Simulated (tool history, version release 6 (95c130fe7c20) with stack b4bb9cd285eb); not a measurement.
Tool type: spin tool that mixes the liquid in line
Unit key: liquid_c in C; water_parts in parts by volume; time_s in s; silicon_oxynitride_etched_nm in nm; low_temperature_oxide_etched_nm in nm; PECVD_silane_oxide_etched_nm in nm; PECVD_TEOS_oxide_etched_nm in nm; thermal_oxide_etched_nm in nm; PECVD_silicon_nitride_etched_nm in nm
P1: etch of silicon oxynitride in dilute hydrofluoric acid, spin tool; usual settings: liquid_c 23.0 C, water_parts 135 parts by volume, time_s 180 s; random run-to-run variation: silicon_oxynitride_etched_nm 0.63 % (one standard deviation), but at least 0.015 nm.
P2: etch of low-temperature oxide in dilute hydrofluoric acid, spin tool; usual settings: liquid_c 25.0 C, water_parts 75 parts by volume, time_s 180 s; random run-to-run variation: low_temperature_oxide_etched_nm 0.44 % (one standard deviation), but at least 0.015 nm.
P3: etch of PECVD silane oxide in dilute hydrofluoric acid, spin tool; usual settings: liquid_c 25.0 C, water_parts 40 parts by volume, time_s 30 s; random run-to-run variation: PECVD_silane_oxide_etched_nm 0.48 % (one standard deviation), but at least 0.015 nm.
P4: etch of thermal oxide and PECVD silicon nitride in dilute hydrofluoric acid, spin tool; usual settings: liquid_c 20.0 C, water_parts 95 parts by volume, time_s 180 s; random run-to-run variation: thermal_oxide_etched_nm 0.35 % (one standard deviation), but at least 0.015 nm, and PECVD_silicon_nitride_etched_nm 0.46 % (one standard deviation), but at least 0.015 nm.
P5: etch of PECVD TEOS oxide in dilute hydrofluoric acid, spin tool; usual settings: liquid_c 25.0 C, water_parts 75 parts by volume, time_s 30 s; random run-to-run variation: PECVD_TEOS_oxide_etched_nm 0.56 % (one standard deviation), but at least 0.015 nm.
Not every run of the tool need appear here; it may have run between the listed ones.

| run | hour | process | liquid_c | water_parts | time_s | hours since the thermometer was replaced | hours since the hydrofluoric acid flow meter was replaced | silicon_oxynitride_etched_nm | low_temperature_oxide_etched_nm | PECVD_silane_oxide_etched_nm | PECVD_TEOS_oxide_etched_nm | thermal_oxide_etched_nm | PECVD_silicon_nitride_etched_nm |
|---|---|---|---|---|---|---|---|---|---|---|---|---|---|
| 1 | 3.3 | P1 | 23.0 | 135 | 180 | 508.2 | 441.0 | 3.3989 |  |  |  |  |  |
| 2 | 6.5 | P1 | 23.0 | 60 | 180 | 511.4 | 444.2 | 8.0779 |  |  |  |  |  |
| 3 | 12.9 | P1 | 23.0 | 135 | 85 | 517.8 | 450.6 | 1.5691 |  |  |  |  |  |
| 4 | 19.6 | P2 | 25.0 | 75 | 300 | 524.5 | 457.3 |  | 73.125 |  |  |  |  |
| 5 | 24.0 | P3 | 25.0 | 40 | 30 | 528.9 | 461.7 |  |  | 41.701 |  |  |  |
| 6 | 28.8 | P5 | 25.0 | 75 | 30 | 533.7 | 466.5 |  |  |  | 6.4506 |  |  |
| 7 | 33.0 | P1 | 23.0 | 135 | 180 | 537.9 | 470.7 | 3.3946 |  |  |  |  |  |
| 8 | 38.6 | P5 | 25.0 | 75 | 60 | 543.5 | 476.3 |  |  |  | 12.9530 |  |  |
| 9 | 43.9 | P1 | 23.0 | 185 | 180 | 548.8 | 481.6 | 2.3786 |  |  |  |  |  |
| 10 | 49.1 | P4 | 20.0 | 45 | 180 | 554.0 | 486.8 |  |  |  |  | 17.2080 | 9.5290 |
| 11 | 53.1 | P4 | 20.0 | 95 | 180 | 558.0 | 490.8 |  |  |  |  | 7.7385 | 4.6060 |
| 12 | 58.1 | P1 | 19.5 | 135 | 180 | 563.0 | 495.8 | 2.8335 |  |  |  |  |  |
| 13 | 63.1 | P5 | 29.5 | 75 | 30 | 568.0 | 500.8 |  |  |  | 7.7741 |  |  |
| 14 | 67.7 | P3 | 25.0 | 40 | 30 | 572.6 | 505.4 |  |  | 41.652 |  |  |  |
| 15 | 72.7 | P2 | 25.0 | 75 | 180 | 577.6 | 510.4 |  | 43.792 |  |  |  |  |
| 16 | 77.2 | P5 | 25.0 | 110 | 30 | 582.1 | 514.9 |  |  |  | 4.2092 |  |  |
| 17 | 80.4 | P1 | 27.0 | 85 | 180 | 585.3 | 518.1 | 6.7697 |  |  |  |  |  |
| 18 | 86.5 | P4 | 20.0 | 95 | 55 | 591.4 | 524.2 |  |  |  |  | 2.3442 | 1.3995 |
| 19 | 93.1 | P3 | 18.0 | 40 | 30 | 598.0 | 530.8 |  |  | 30.980 |  |  |  |
| 20 | 96.6 | P1 | 29.5 | 135 | 180 | 601.5 | 534.3 | 4.5872 |  |  |  |  |  |
| 21 | 100.3 | P3 | 25.0 | 70 | 30 | 605.2 | 538.0 |  |  | 22.741 |  |  |  |
|  | 103.6 | hydrofluoric acid flow meter replaced |
| 22 | 106.8 | P2 | 25.0 | 105 | 180 | 611.7 | 3.3 |  | 30.115 |  |  |  |  |
| 23 | 111.0 | P1 | 23.0 | 135 | 180 | 615.9 | 7.5 | 3.4245 |  |  |  |  |  |
| 24 | 117.9 | P1 | 23.0 | 135 | 180 | 622.8 | 14.4 | 3.4020 |  |  |  |  |  |
| 25 | 121.9 | P2 | 30.0 | 75 | 180 | 626.8 | 18.4 |  | 52.982 |  |  |  |  |
| 26 | 125.1 | P4 | 24.0 | 95 | 180 | 630.0 | 21.6 |  |  |  |  | 9.0191 | 6.0868 |
| 27 | 128.9 | P3 | 25.0 | 40 | 50 | 633.8 | 25.4 |  |  | 69.657 |  |  |  |
| 28 | 132.2 | P2 | 25.0 | 75 | 180 | 637.1 | 28.7 |  | 43.956 |  |  |  |  |
| 29 | 136.4 | P1 | 28.5 | 30 | 180 | 641.3 | 32.9 | 21.8600 |  |  |  |  |  |
| 30 | 140.7 | P1 | 23.0 | 135 | 335 | 645.6 | 37.2 | 6.3316 |  |  |  |  |  |
| 31 | 145.6 | P1 | 23.0 | 135 | 180 | 650.5 | 42.1 | 3.4211 |  |  |  |  |  |
| 32 | 149.8 | P1 | 23.0 | 135 | 180 | 654.7 | 46.3 | 3.3462 |  |  |  |  |  |
| 33 | 153.4 | P1 | 23.0 | 135 | 180 | 658.3 | 49.9 | 3.2961 |  |  |  |  |  |
| 34 | 159.3 | P1 | 23.0 | 135 | 180 | 664.2 | 55.8 | 3.2025 |  |  |  |  |  |
| 35 | 165.0 | P1 | 23.0 | 135 | 180 | 669.9 | 61.5 | 3.1956 |  |  |  |  |  |
| 36 | 170.0 | P1 | 23.0 | 135 | 180 | 674.9 | 66.5 | 3.1836 |  |  |  |  |  |
| 37 | 174.4 | P1 | 23.0 | 135 | 180 | 679.3 | 70.9 | 3.2057 |  |  |  |  |  |
| 38 | 179.2 | P1 | 23.0 | 135 | 180 | 684.1 | 75.7 | 3.1544 |  |  |  |  |  |
| 39 | 182.5 | P1 | 23.0 | 135 | 180 | 687.4 | 79.0 | 3.1296 |  |  |  |  |  |
| 40 | 186.0 | P1 | 23.0 | 135 | 180 | 690.9 | 82.5 | 3.1317 |  |  |  |  |  |
| 41 | 192.9 | P1 | 23.0 | 135 | 180 | 697.8 | 89.4 | 3.1978 |  |  |  |  |  |

P1 has crept away from where it was. The log is fitted equally well by each of these 2 causes, at the sizes shown:
A: liquid colder than its thermometer reads (K) = 1.59
B: hydrofluoric acid flow below the setpoint (%) = 6.5
At approximately hour 149.8, the process output began to creep.

Question marks stand in for the results of the 4 check runs listed below, each run on one wafer. Under which run would the listed causes show clearly different results?
| check 1 | 199.8 | P5 | 25.0 | 75 | 30 |  |  |  |  |  | ? |  |  |
| check 2 | 199.8 | P4 | 20.0 | 95 | 180 |  |  |  |  |  |  | ? | ? |
| check 3 | 199.8 | P3 | 25.0 | 40 | 30 |  |  |  |  | ? |  |  |  |
| check 4 | 199.8 | P2 | 25.0 | 75 | 180 |  |  |  | ? |  |  |  |  |

Outcome of each check run for each possible cause:
| check | result | if A | if B |
|---|---|---|---|
| check 1 | PECVD_TEOS_oxide_etched_nm | 6.0871 | 6.0272 |
| check 2 | thermal_oxide_etched_nm | 7.1991 | 7.1377 |
| check 2 | PECVD_silicon_nitride_etched_nm | 4.1610 | 4.3464 |
| check 3 | PECVD_silane_oxide_etched_nm | 38.952 | 38.752 |
| check 4 | low_temperature_oxide_etched_nm | 41.038 | 40.634 |
Smallest distance between any two causes, each pair judged by its most separating result, in per cent: check 1 0.99 %; check 2 4.36 %; check 3 0.51 %; check 4 0.99 %
Check 2 tells the causes apart: in the others they would give nearly the same result.

Running check 2 produced the following: thermal_oxide_etched_nm 7.1568 nm; PECVD_silicon_nitride_etched_nm 4.3238 nm. Which one of the listed causes fits?

Of the candidate causes, it is B: hydrofluoric acid flow below the setpoint (%).

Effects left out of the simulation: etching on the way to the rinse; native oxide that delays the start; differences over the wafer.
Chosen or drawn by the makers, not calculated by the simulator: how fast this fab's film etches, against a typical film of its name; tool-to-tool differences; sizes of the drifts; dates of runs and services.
